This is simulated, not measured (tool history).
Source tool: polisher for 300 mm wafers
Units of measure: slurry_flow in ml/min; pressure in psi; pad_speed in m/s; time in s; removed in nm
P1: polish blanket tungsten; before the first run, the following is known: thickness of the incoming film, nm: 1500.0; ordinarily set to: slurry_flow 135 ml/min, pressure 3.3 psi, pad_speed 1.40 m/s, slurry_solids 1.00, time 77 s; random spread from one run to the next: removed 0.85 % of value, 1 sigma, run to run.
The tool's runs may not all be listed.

| run | hour | slurry_flow | pressure | pad_speed | slurry_solids | time | wafers polished on this pad | hours since the slurry nozzle was cleaned | hours since the head pressure was calibrated | hours since the slurry blender was calibrated | hours since the slurry got fresh peroxide | removed |
|---|---|---|---|---|---|---|---|---|---|---|---|---|
| 1 | 5.8 | 135 | 3.3 | 1.40 | 1.00 | 77 | 263 | 467.1 | 350.0 | 141.5 | 15.4 | 455.28 |
| 2 | 9.1 | 135 | 2.2 | 1.40 | 1.50 | 77 | 281 | 470.4 | 353.3 | 144.8 | 18.7 | 341.05 |
| 3 | 12.3 | 135 | 3.3 | 1.40 | 0.50 | 77 | 299 | 473.6 | 356.5 | 148.0 | 21.9 | 384.23 |
| 4 | 15.9 | 135 | 3.3 | 0.64 | 1.00 | 77 | 320 | 477.2 | 360.1 | 151.6 | 25.5 | 212.60 |
| 5 | 21.2 | 135 | 3.3 | 1.40 | 1.50 | 77 | 350 | 482.5 | 365.4 | 156.9 | 30.8 | 509.18 |
| 6 | 27.5 | 135 | 3.3 | 2.04 | 1.00 | 77 | 385 | 488.8 | 371.7 | 163.2 | 37.1 | 677.78 |
| 7 | 34.1 | 135 | 4.4 | 1.40 | 1.25 | 77 | 423 | 495.4 | 378.3 | 169.8 | 43.7 | 650.23 |
| 8 | 40.7 | 80 | 3.3 | 1.40 | 1.00 | 77 | 460 | 502.0 | 384.9 | 176.4 | 50.3 | 404.53 |
| 9 | 48.0 | 135 | 3.3 | 1.40 | 1.00 | 100 | 501 | 509.3 | 392.2 | 183.7 | 57.6 | 595.07 |
| 10 | 53.7 | 135 | 1.5 | 1.40 | 1.00 | 77 | 533 | 515.0 | 397.9 | 189.4 | 63.3 | 208.80 |
| 11 | 58.9 | 135 | 3.3 | 1.40 | 1.00 | 77 | 563 | 520.2 | 403.1 | 194.6 | 68.5 | 455.82 |
| 12 | 63.7 | 135 | 4.7 | 1.40 | 1.00 | 77 | 590 | 525.0 | 407.9 | 199.4 | 73.3 | 658.92 |
| 13 | 67.3 | 135 | 3.3 | 1.40 | 1.00 | 38 | 610 | 528.6 | 411.5 | 203.0 | 76.9 | 226.20 |
| 14 | 71.1 | 135 | 3.3 | 1.40 | 1.00 | 77 | 632 | 532.4 | 415.3 | 206.8 | 80.7 | 454.25 |
| 15 | 75.9 | 80 | 3.3 | 1.78 | 1.00 | 77 | 659 | 537.2 | 420.1 | 211.6 | 85.5 | 520.45 |
|  | 80.1 | worn pad replaced by a new one |
| 16 | 81.1 | 135 | 3.3 | 1.40 | 1.00 | 77 | 5 | 542.4 | 425.3 | 216.8 | 90.7 | 450.92 |
| 17 | 86.3 | 205 | 3.3 | 1.40 | 1.00 | 77 | 35 | 547.6 | 430.5 | 222.0 | 95.9 | 492.82 |
| 18 | 92.0 | 135 | 3.3 | 1.40 | 1.00 | 77 | 67 | 553.3 | 436.2 | 227.7 | 101.6 | 458.50 |
| 19 | 96.1 | 135 | 3.3 | 1.40 | 1.00 | 77 | 90 | 557.4 | 440.3 | 231.8 | 105.7 | 444.14 |
| 20 | 101.2 | 135 | 3.3 | 1.40 | 1.00 | 77 | 119 | 562.5 | 445.4 | 236.9 | 110.8 | 434.76 |
| 21 | 104.4 | 135 | 3.3 | 1.40 | 1.00 | 77 | 137 | 565.7 | 448.6 | 240.1 | 114.0 | 426.52 |
| 22 | 111.2 | 135 | 3.3 | 1.40 | 1.00 | 77 | 176 | 572.5 | 455.4 | 246.9 | 120.8 | 415.66 |
|  | 116.6 | slurry blender recalibrated |
|  | 117.4 | worn pad replaced by a new one |
| 23 | 117.4 | 135 | 3.3 | 1.40 | 1.00 | 77 | 0 | 578.7 | 461.6 | 0.8 | 127.0 | 419.37 |
|  | 120.4 | slurry tank refilled with fresh slurry and peroxide |
| 24 | 123.2 | 135 | 3.3 | 1.40 | 1.00 | 77 | 33 | 584.5 | 467.4 | 6.6 | 2.8 | 410.71 |
| 25 | 129.9 | 135 | 3.3 | 1.40 | 1.00 | 77 | 71 | 591.2 | 474.1 | 13.3 | 9.5 | 415.34 |
| 26 | 133.2 | 135 | 3.3 | 1.40 | 1.00 | 77 | 89 | 594.5 | 477.4 | 16.6 | 12.8 | 416.02 |
| 27 | 139.0 | 135 | 3.3 | 1.40 | 1.00 | 77 | 122 | 600.3 | 483.2 | 22.4 | 18.6 | 409.65 |

Compared with where it was, what P1 gives has crept away. Each cause listed below fits the log as well as the rest, at the size given for it:
A: head's pressure below its setpoint, % = 10.5
B: slurry flow missing at the pad, % = 37.2
The gradual shift began around hour 92.0.
Why every other cause is out:
removal rate lost through wear of the pad, %: serviced after onset, at hour 117.4, with no recovery of the prior output
abrasive missing from the slurry, %: serviced after onset, at hour 116.6, with no recovery of the prior output
peroxide lost from the slurry, %: serviced after onset, at hour 120.4, with no recovery of the prior output

Which of the 4 check runs listed below, each an average over 5 wafers with its results shown as question marks, gives clearly different results under the different listed causes?
| check 1 | 144.8 | 135 | 1.6 | 1.40 | 1.00 | 77 |  |  |  |  |  | ? |
| check 2 | 144.8 | 135 | 3.3 | 0.92 | 0.55 | 77 |  |  |  |  |  | ? |
| check 3 | 144.8 | 100 | 3.3 | 0.80 | 1.00 | 77 |  |  |  |  |  | ? |
| check 4 | 144.8 | 135 | 3.3 | 1.40 | 1.45 | 77 |  |  |  |  |  | ? |

If the cause were each of the candidates in turn, the checks would give the following:
| check | result | if A | if B |
|---|---|---|---|
| check 1 | removed | 199.35 | 199.43 |
| check 2 | removed | 235.55 | 235.65 |
| check 3 | removed | 219.95 | 212.91 |
| check 4 | removed | 449.63 | 449.81 |
Distance between the nearest two causes, measured in the result of the check that separates them most: check 1 0.04 %; check 2 0.04 %; check 3 3.25 %; check 4 0.04 %
Check 3 tells the causes apart: in the others they would give nearly the same result.

The results of check 3 are: removed 221.13 nm. Based on these, which of the listed causes is it?

A is the cause: head's pressure below its setpoint, %.

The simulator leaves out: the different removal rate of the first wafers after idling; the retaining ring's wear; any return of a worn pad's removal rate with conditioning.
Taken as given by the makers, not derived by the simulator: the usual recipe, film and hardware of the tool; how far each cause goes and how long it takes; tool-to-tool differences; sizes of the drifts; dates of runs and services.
